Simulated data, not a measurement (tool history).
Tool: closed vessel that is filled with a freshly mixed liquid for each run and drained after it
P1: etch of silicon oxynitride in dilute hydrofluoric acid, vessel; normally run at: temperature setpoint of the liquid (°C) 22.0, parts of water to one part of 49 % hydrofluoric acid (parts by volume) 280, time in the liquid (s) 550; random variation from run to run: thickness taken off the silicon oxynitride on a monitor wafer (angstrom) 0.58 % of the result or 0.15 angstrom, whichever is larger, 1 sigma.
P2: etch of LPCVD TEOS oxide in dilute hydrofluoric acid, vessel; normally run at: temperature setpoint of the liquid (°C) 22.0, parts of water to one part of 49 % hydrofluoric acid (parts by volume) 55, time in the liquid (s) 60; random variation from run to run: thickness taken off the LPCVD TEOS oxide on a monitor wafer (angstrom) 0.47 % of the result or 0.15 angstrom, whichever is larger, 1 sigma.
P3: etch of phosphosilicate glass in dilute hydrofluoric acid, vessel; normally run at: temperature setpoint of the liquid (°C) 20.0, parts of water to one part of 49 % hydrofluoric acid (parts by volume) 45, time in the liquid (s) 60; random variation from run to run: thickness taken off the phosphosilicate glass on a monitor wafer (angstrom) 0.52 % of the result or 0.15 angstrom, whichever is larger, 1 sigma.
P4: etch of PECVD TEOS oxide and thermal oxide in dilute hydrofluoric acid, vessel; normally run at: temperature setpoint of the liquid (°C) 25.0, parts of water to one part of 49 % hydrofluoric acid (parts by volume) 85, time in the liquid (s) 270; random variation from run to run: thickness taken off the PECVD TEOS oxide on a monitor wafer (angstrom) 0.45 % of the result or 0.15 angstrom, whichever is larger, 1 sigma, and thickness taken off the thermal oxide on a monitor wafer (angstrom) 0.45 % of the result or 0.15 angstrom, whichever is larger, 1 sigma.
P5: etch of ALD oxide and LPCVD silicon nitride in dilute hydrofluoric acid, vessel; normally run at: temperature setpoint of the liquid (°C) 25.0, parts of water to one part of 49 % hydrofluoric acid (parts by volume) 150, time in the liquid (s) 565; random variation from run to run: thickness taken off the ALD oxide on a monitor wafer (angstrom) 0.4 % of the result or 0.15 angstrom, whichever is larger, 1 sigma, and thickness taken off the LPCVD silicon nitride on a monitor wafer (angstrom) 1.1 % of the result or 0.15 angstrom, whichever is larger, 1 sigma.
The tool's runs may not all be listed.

| run | hour | process that ran | temperature setpoint of the liquid (°C) | parts of water to one part of 49 % hydrofluoric acid (parts by volume) | time in the liquid (s) | hours since the thermometer was replaced | hours since the hydrofluoric acid flow meter was replaced | thickness taken off the silicon oxynitride on a monitor wafer (angstrom) | thickness taken off the ALD oxide on a monitor wafer (angstrom) | thickness taken off the LPCVD silicon nitride on a monitor wafer (angstrom) | thickness taken off the phosphosilicate glass on a monitor wafer (angstrom) | thickness taken off the PECVD TEOS oxide on a monitor wafer (angstrom) | thickness taken off the thermal oxide on a monitor wafer (angstrom) | thickness taken off the LPCVD TEOS oxide on a monitor wafer (angstrom) |
|---|---|---|---|---|---|---|---|---|---|---|---|---|---|---|
| 1 | 6.8 | P1 | 22.0 | 280 | 550 | 310.3 | 1717.2 | 45.5920 |  |  |  |  |  |  |
| 2 | 11.1 | P5 | 25.0 | 150 | 565 | 314.6 | 1721.5 |  | 365.34 | 20.721 |  |  |  |  |
| 3 | 17.5 | P5 | 32.5 | 150 | 565 | 321.0 | 1727.9 |  | 478.74 | 33.553 |  |  |  |  |
| 4 | 21.9 | P3 | 20.0 | 45 | 60 | 325.4 | 1732.3 |  |  |  | 1283.60 |  |  |  |
| 5 | 27.5 | P4 | 25.0 | 85 | 270 | 331.0 | 1737.9 |  |  |  |  | 566.90 | 158.680 |  |
| 6 | 33.7 | P1 | 22.0 | 495 | 550 | 337.2 | 1744.1 | 22.2870 |  |  |  |  |  |  |
| 7 | 39.5 | P1 | 22.0 | 280 | 550 | 343.0 | 1749.9 | 45.4470 |  |  |  |  |  |  |
| 8 | 43.5 | P2 | 22.0 | 90 | 60 | 347.0 | 1753.9 |  |  |  |  |  |  | 109.98 |
| 9 | 48.6 | P1 | 17.0 | 280 | 550 | 352.1 | 1759.0 | 36.5000 |  |  |  |  |  |  |
| 10 | 52.9 | P3 | 20.0 | 75 | 60 | 356.4 | 1763.3 |  |  |  | 739.12 |  |  |  |
| 11 | 61.3 | P5 | 25.0 | 150 | 965 | 364.8 | 1771.7 |  | 620.71 | 35.306 |  |  |  |  |
| 12 | 65.7 | P4 | 17.5 | 85 | 270 | 369.2 | 1776.1 |  |  |  |  | 415.18 | 116.400 |  |
| 13 | 71.0 | P1 | 22.0 | 280 | 550 | 374.5 | 1781.4 | 45.7490 |  |  |  |  |  |  |
| 14 | 77.4 | P3 | 17.0 | 45 | 60 | 380.9 | 1787.8 |  |  |  | 1123.90 |  |  |  |
| 15 | 85.7 | P1 | 22.0 | 280 | 550 | 389.2 | 1796.1 | 45.3240 |  |  |  |  |  |  |
| 16 | 90.7 | P1 | 22.0 | 280 | 550 | 394.2 | 1801.1 | 46.1970 |  |  |  |  |  |  |
| 17 | 95.3 | P3 | 20.0 | 45 | 110 | 398.8 | 1805.7 |  |  |  | 2384.70 |  |  |  |
| 18 | 100.1 | P1 | 22.0 | 70 | 975 | 403.6 | 1810.5 | 376.4000 |  |  |  |  |  |  |
| 19 | 105.8 | P1 | 22.0 | 280 | 35 | 409.3 | 1816.2 | 3.0317 |  |  |  |  |  |  |
| 20 | 113.0 | P1 | 22.0 | 90 | 550 | 416.5 | 1823.4 | 163.5900 |  |  |  |  |  |  |
| 21 | 119.2 | P1 | 29.0 | 370 | 550 | 422.7 | 1829.6 | 43.6260 |  |  |  |  |  |  |
| 22 | 127.4 | P4 | 25.0 | 25 | 270 | 430.9 | 1837.8 |  |  |  |  | 2086.70 | 580.340 |  |
| 23 | 131.2 | P1 | 22.0 | 280 | 995 | 434.7 | 1841.6 | 82.6520 |  |  |  |  |  |  |
| 24 | 136.0 | P3 | 20.0 | 45 | 60 | 439.5 | 1846.4 |  |  |  | 1278.90 |  |  |  |
|  | 137.4 | thermometer replaced |
| 25 | 141.2 | P1 | 29.0 | 280 | 550 | 3.9 | 1851.6 | 60.7950 |  |  |  |  |  |  |
| 26 | 147.3 | P1 | 22.0 | 280 | 550 | 10.0 | 1857.7 | 45.4380 |  |  |  |  |  |  |
| 27 | 155.6 | P5 | 25.0 | 260 | 565 | 18.3 | 1866.0 |  | 186.34 | 11.832 |  |  |  |  |
| 28 | 159.3 | P4 | 25.0 | 85 | 150 | 22.0 | 1869.7 |  |  |  |  | 315.28 | 88.353 |  |
| 29 | 167.6 | P5 | 25.0 | 150 | 565 | 30.3 | 1878.0 |  | 361.92 | 20.876 |  |  |  |  |
| 30 | 171.2 | P2 | 22.0 | 55 | 105 | 33.9 | 1881.6 |  |  |  |  |  |  | 329.21 |
| 31 | 175.4 | P1 | 22.0 | 280 | 550 | 38.1 | 1885.8 | 45.6410 |  |  |  |  |  |  |
| 32 | 181.2 | P2 | 22.0 | 55 | 60 | 43.9 | 1891.6 |  |  |  |  |  |  | 186.94 |
| 33 | 184.9 | P2 | 28.5 | 55 | 60 | 47.6 | 1895.3 |  |  |  |  |  |  | 244.73 |
| 34 | 190.2 | P1 | 22.0 | 280 | 550 | 52.9 | 1900.6 | 44.8010 |  |  |  |  |  |  |
| 35 | 196.9 | P1 | 22.0 | 280 | 550 | 59.6 | 1907.3 | 46.6420 |  |  |  |  |  |  |
| 36 | 203.9 | P1 | 22.0 | 280 | 550 | 66.6 | 1914.3 | 47.0110 |  |  |  |  |  |  |
| 37 | 210.1 | P1 | 22.0 | 280 | 550 | 72.8 | 1920.5 | 48.0460 |  |  |  |  |  |  |
| 38 | 217.6 | P1 | 22.0 | 280 | 550 | 80.3 | 1928.0 | 48.0580 |  |  |  |  |  |  |
| 39 | 223.5 | P1 | 22.0 | 280 | 550 | 86.2 | 1933.9 | 48.5010 |  |  |  |  |  |  |
| 40 | 231.3 | P1 | 22.0 | 280 | 550 | 94.0 | 1941.7 | 48.5350 |  |  |  |  |  |  |
| 41 | 235.8 | P1 | 22.0 | 280 | 550 | 98.5 | 1946.2 | 47.8360 |  |  |  |  |  |  |

What P1 gives has crept away from where it was. These 2 causes fit the log equally well, each at the size given:
A: hydrofluoric acid flow above the setpoint (%) = 5.22
B: liquid hotter than its thermometer reads (K) = 1.39
The creep began at about hour 190.2.

4 check runs are offered, each on 5 wafers whose results are averaged, their results left as question marks. Which one tells the causes apart?
| check 1 | 240.3 | P4 | 25.0 | 45 | 270 |  |  |  |  |  |  | ? | ? |  |
| check 2 | 240.3 | P5 | 25.0 | 245 | 565 |  |  |  | ? | ? |  |  |  |  |
| check 3 | 240.3 | P2 | 27.0 | 80 | 60 |  |  |  |  |  |  |  |  | ? |
| check 4 | 240.3 | P3 | 17.0 | 70 | 60 |  |  |  |  |  | ? |  |  |  |

What each check would give under each cause:
| check | result | if A | if B |
|---|---|---|---|
| check 1 | thickness taken off the PECVD TEOS oxide on a monitor wafer (angstrom) | 1195.50 | 1198.80 |
| check 1 | thickness taken off the thermal oxide on a monitor wafer (angstrom) | 332.680 | 333.610 |
| check 2 | thickness taken off the ALD oxide on a monitor wafer (angstrom) | 214.14 | 211.01 |
| check 2 | thickness taken off the LPCVD silicon nitride on a monitor wafer (angstrom) | 13.338 | 13.805 |
| check 3 | thickness taken off the LPCVD TEOS oxide on a monitor wafer (angstrom) | 162.16 | 161.80 |
| check 4 | thickness taken off the phosphosilicate glass on a monitor wafer (angstrom) | 746.63 | 750.17 |
How far apart the two closest causes lie, in the result that separates them most: check 1 0.28 %; check 2 3.44 %; check 3 0.22 %; check 4 0.47 %
Check 2 tells the causes apart: in the others they would give nearly the same result.

Then check 2 was run and gave: thickness taken off the ALD oxide on a monitor wafer (angstrom) 211.18; thickness taken off the LPCVD silicon nitride on a monitor wafer (angstrom) 13.866. Which cause is it?

It is B: liquid hotter than its thermometer reads (K).
